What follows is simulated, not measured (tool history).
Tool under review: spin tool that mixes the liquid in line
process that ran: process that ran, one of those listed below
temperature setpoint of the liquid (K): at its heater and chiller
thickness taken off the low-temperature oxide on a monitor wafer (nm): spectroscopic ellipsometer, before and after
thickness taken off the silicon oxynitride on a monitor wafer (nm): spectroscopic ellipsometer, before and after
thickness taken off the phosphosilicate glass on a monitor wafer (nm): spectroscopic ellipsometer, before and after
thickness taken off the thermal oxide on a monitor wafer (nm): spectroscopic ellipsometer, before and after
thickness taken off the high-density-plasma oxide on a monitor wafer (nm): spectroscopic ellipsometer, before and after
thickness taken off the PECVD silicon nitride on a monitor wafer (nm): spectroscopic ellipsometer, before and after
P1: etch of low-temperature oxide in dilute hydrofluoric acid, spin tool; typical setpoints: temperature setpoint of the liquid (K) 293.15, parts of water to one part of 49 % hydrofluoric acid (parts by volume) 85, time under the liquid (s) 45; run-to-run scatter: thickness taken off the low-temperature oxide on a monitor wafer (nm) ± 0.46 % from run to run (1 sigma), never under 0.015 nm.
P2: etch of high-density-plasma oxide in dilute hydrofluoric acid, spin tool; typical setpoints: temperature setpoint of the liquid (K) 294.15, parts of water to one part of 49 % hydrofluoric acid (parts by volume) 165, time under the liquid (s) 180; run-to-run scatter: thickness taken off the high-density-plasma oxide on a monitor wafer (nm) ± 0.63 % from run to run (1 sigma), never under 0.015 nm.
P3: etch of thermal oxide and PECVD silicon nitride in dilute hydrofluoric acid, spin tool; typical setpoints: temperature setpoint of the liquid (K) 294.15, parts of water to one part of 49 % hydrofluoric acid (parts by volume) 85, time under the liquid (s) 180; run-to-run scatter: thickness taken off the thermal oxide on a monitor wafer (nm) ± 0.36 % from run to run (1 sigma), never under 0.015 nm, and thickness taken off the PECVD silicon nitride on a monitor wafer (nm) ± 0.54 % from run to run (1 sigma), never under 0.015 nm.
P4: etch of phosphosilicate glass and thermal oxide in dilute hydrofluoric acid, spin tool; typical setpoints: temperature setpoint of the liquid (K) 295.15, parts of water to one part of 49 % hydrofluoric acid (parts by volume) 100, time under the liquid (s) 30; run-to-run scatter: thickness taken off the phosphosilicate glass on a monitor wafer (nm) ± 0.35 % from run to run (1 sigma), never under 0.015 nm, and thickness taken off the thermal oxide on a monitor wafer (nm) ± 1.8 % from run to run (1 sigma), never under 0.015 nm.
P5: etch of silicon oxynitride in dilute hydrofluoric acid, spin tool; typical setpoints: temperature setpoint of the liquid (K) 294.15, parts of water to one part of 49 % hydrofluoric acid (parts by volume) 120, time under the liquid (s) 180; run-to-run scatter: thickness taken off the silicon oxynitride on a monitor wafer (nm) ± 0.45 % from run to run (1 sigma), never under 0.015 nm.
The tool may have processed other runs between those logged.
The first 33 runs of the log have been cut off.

| run | hour | process that ran | temperature setpoint of the liquid (K) | parts of water to one part of 49 % hydrofluoric acid (parts by volume) | time under the liquid (s) | hours since the thermometer was replaced | hours since the hydrofluoric acid flow meter was replaced | thickness taken off the low-temperature oxide on a monitor wafer (nm) | thickness taken off the silicon oxynitride on a monitor wafer (nm) | thickness taken off the phosphosilicate glass on a monitor wafer (nm) | thickness taken off the thermal oxide on a monitor wafer (nm) | thickness taken off the high-density-plasma oxide on a monitor wafer (nm) | thickness taken off the PECVD silicon nitride on a monitor wafer (nm) |
|---|---|---|---|---|---|---|---|---|---|---|---|---|---|
| 34 | 245.7 | P1 | 293.15 | 85 | 45 | 387.2 | 162.6 | 9.7752 |  |  |  |  |  |
| 35 | 254.8 | P1 | 293.15 | 85 | 45 | 396.3 | 171.7 | 9.5475 |  |  |  |  |  |
| 36 | 261.3 | P1 | 293.15 | 85 | 45 | 402.8 | 178.2 | 9.5262 |  |  |  |  |  |
| 37 | 269.6 | P1 | 293.15 | 85 | 45 | 411.1 | 186.5 | 9.4182 |  |  |  |  |  |
| 38 | 275.5 | P1 | 293.15 | 85 | 45 | 417.0 | 192.4 | 9.3125 |  |  |  |  |  |
| 39 | 282.4 | P1 | 293.15 | 85 | 45 | 423.9 | 199.3 | 9.3042 |  |  |  |  |  |
| 40 | 288.3 | P1 | 293.15 | 85 | 45 | 429.8 | 205.2 | 9.3510 |  |  |  |  |  |
| 41 | 293.1 | P1 | 293.15 | 85 | 45 | 434.6 | 210.0 | 9.2719 |  |  |  |  |  |

Run 42 comes next. What will it give?
| 42 | 300.8 | P1 | 293.15 | 85 | 45 | 442.3 | 217.7 | ? |  |  |  |  |  |

thickness taken off the low-temperature oxide on a monitor wafer (nm): 9.3485
